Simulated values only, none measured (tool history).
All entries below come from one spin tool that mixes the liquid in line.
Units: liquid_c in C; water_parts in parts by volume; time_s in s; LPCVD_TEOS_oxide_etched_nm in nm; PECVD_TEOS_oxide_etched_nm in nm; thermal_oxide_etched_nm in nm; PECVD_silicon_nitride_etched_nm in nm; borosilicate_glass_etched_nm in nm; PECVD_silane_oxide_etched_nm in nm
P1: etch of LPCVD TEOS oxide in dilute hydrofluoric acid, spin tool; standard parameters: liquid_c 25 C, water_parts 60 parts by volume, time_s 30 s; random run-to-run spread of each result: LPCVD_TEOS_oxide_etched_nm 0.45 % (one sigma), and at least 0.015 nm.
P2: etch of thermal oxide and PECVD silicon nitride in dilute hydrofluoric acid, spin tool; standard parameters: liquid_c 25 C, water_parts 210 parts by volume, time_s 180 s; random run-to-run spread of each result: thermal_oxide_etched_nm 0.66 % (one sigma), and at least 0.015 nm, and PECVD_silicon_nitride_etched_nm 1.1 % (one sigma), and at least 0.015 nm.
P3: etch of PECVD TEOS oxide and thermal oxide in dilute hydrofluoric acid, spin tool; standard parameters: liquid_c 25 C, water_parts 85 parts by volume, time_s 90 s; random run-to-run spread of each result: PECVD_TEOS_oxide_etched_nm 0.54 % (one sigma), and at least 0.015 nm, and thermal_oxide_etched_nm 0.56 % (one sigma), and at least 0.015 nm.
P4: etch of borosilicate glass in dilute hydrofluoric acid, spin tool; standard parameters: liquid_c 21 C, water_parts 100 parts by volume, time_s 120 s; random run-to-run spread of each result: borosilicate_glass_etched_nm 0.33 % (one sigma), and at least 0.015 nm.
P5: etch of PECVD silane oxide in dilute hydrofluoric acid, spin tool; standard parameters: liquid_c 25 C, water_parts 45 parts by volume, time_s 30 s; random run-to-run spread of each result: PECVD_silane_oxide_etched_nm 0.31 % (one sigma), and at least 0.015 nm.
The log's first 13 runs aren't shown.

run,hour,process,liquid_c,water_parts,time_s,LPCVD_TEOS_oxide_etched_nm,PECVD_TEOS_oxide_etched_nm,thermal_oxide_etched_nm,PECVD_silicon_nitride_etched_nm,borosilicate_glass_etched_nm,PECVD_silane_oxide_etched_nm
14,50.1,P5,19,45,30,,,,,,12.082
15,52.6,P1,25,60,15,6.7845,,,,,
16,54.9,P3,25,85,90,,23.119,5.2166,,,
17,57.8,P4,21,100,120,,,,,30.888,
18,60.2,P2,25,210,15,,,0.29828,0.20876,,
19,64,P5,25,45,30,,,,,,15.54
20,68.9,P1,29,60,45,23.693,,,,,
21,72.6,P1,19.5,60,15,5.3988,,,,,
22,75.8,P1,25,60,30,13.479,,,,,
23,78.3,P5,25,45,45,,,,,,23.202
24,83.2,P5,25,45,30,,,,,,15.575
25,86.9,P4,21,100,25,,,,,6.4099,
26,91.5,P1,25,60,30,13.604,,,,,
27,94.5,P4,21,50,120,,,,,65.58,
28,98.9,P1,25,105,30,7.2949,,,,,
29,101.3,P3,25,85,90,,23.103,5.234,,,
30,105.9,P1,25,60,30,13.525,,,,,

The next listed run, before its measurement:
31,109.4,P1,25,60,30,?,,,,,

Logged for run 31: LPCVD_TEOS_oxide_etched_nm 13.517 nm.

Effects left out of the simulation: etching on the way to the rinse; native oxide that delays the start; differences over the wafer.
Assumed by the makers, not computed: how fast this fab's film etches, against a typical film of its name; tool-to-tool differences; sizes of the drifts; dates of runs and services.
